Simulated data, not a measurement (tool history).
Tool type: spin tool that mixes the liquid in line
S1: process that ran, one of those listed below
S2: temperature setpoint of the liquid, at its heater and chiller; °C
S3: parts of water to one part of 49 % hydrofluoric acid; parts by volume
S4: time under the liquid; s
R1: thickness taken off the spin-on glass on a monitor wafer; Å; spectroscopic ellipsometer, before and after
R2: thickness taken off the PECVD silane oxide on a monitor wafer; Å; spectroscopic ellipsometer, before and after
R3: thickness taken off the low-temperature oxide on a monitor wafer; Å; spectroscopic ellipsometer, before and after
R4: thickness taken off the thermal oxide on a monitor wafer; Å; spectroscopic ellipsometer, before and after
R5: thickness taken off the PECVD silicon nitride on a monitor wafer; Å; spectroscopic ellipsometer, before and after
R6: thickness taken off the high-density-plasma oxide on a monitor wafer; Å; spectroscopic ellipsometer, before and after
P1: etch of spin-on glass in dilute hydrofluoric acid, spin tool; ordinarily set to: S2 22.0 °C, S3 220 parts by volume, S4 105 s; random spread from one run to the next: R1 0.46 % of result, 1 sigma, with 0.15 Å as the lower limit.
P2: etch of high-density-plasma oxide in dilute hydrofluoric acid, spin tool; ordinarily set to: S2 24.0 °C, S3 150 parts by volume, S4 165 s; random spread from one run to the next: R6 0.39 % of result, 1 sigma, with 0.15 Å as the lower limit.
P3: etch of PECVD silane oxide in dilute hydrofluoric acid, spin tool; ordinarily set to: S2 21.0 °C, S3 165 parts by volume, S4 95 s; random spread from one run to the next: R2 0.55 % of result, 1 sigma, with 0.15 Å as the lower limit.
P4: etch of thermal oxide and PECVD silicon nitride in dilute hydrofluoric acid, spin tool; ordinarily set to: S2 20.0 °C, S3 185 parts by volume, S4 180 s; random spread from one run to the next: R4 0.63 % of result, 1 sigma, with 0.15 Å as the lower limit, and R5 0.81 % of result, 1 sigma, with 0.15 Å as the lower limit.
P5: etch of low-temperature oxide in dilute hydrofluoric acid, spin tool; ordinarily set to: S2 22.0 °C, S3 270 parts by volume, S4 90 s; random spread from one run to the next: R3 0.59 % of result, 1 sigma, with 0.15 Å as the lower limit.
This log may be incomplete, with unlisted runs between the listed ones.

run	day	S1	S2	S3	S4	R1	R2	R3	R4	R5	R6
1	0.483	P1	22.0	220	105	148.920					
2	1.083	P3	21.0	165	95		229.48				
3	1.429	P5	26.5	270	90			69.118			
4	2.167	P3	29.0	165	95		306.79				
5	2.658	P1	22.0	220	105	148.920					
6	3.138	P1	22.0	220	105	149.170					
7	3.675	P4	20.0	185	180				34.873	26.187	
8	4.154	P4	20.0	185	180				35.017	26.184	
9	4.796	P5	22.0	495	90			26.278			
10	5.400	P1	17.0	220	105	123.360					
11	5.958	P1	30.5	220	105	204.590					
12	6.404	P2	30.0	150	165						123.100
13	6.738	P1	22.0	330	105	90.376					
14	7.138	P4	20.0	55	180				136.550	85.662	
15	7.658	P5	22.0	270	90			58.870			
16	8.342	P5	22.0	270	135			87.442			
17	8.979	P1	22.0	220	105	150.510					
18	9.575	P1	22.0	220	180	254.900					
19	10.150	P2	24.0	150	165						99.001
20	10.729	P3	21.0	75	95		551.88				
21	11.342	P5	22.0	270	90			58.309			
22	12.025	P4	26.0	185	180				44.995	38.372	
23	12.667	P3	21.0	165	45		108.84				
24	13.429	P1	28.5	220	55	99.554					
25	14.088	P2	24.0	270	165						47.808
26	14.546	P1	22.0	45	105	895.350					
27	15.296	P1	22.0	220	105	148.900					
28	15.796	P1	22.0	220	15	21.210					
29	16.200	P2	24.0	150	290						174.480
30	16.567	P4	20.0	185	315				62.331	45.694	
31	17.154	P1	22.0	220	105	149.410					
32	17.562	P1	22.0	220	105	151.270					
33	17.929	P1	22.0	220	105	152.600					
34	18.579	P1	22.0	220	105	157.480					
35	19.167	P1	22.0	220	105	158.410					
36	19.704	P1	22.0	220	105	158.040					
37	20.467	P1	22.0	220	105	158.990					
38	21.092	P1	22.0	220	105	161.020					
39	21.512	P1	22.0	220	105	159.430					
40	22.075	P1	22.0	220	105	160.980					
41	22.838	P1	22.0	220	105	160.430					

P1 no longer gives what it gave before; its output has crept away from where it was. The following 2 causes, each at its listed size, fit the log equally well:
A: hydrofluoric acid flow above the setpoint (%) = 6.04
B: liquid hotter than its thermometer reads (K) = 1.94
The drift started at roughly day 17.154.

The check runs listed below each take one wafer, and their results are still question marks. Under which run would the listed causes lead to clearly different results?
check 1	23.600	P5	22.0	270	90			?			
check 2	23.600	P3	21.0	165	95		?				
check 3	23.600	P4	20.0	185	180				?	?	
check 4	23.600	P2	24.0	150	165						?

How each check would come out, cause by cause:
check	result	if A	if B
check 1	R3	63.021	62.768
check 2	R2	245.13	246.71
check 3	R4	37.845	38.057
check 3	R5	27.634	29.633
check 4	R6	106.070	106.600
How far apart the two closest causes lie, in the result that separates them most: check 1 0.4 %; check 2 0.64 %; check 3 6.98 %; check 4 0.5 %
Only in check 3 would the causes give clearly different results; in the remaining checks their results would be nearly the same.

Then check 3 was run and gave: R4 37.740 Å; R5 30.279 Å. Which cause is it?

Of the candidate causes, it is B: liquid hotter than its thermometer reads (K).
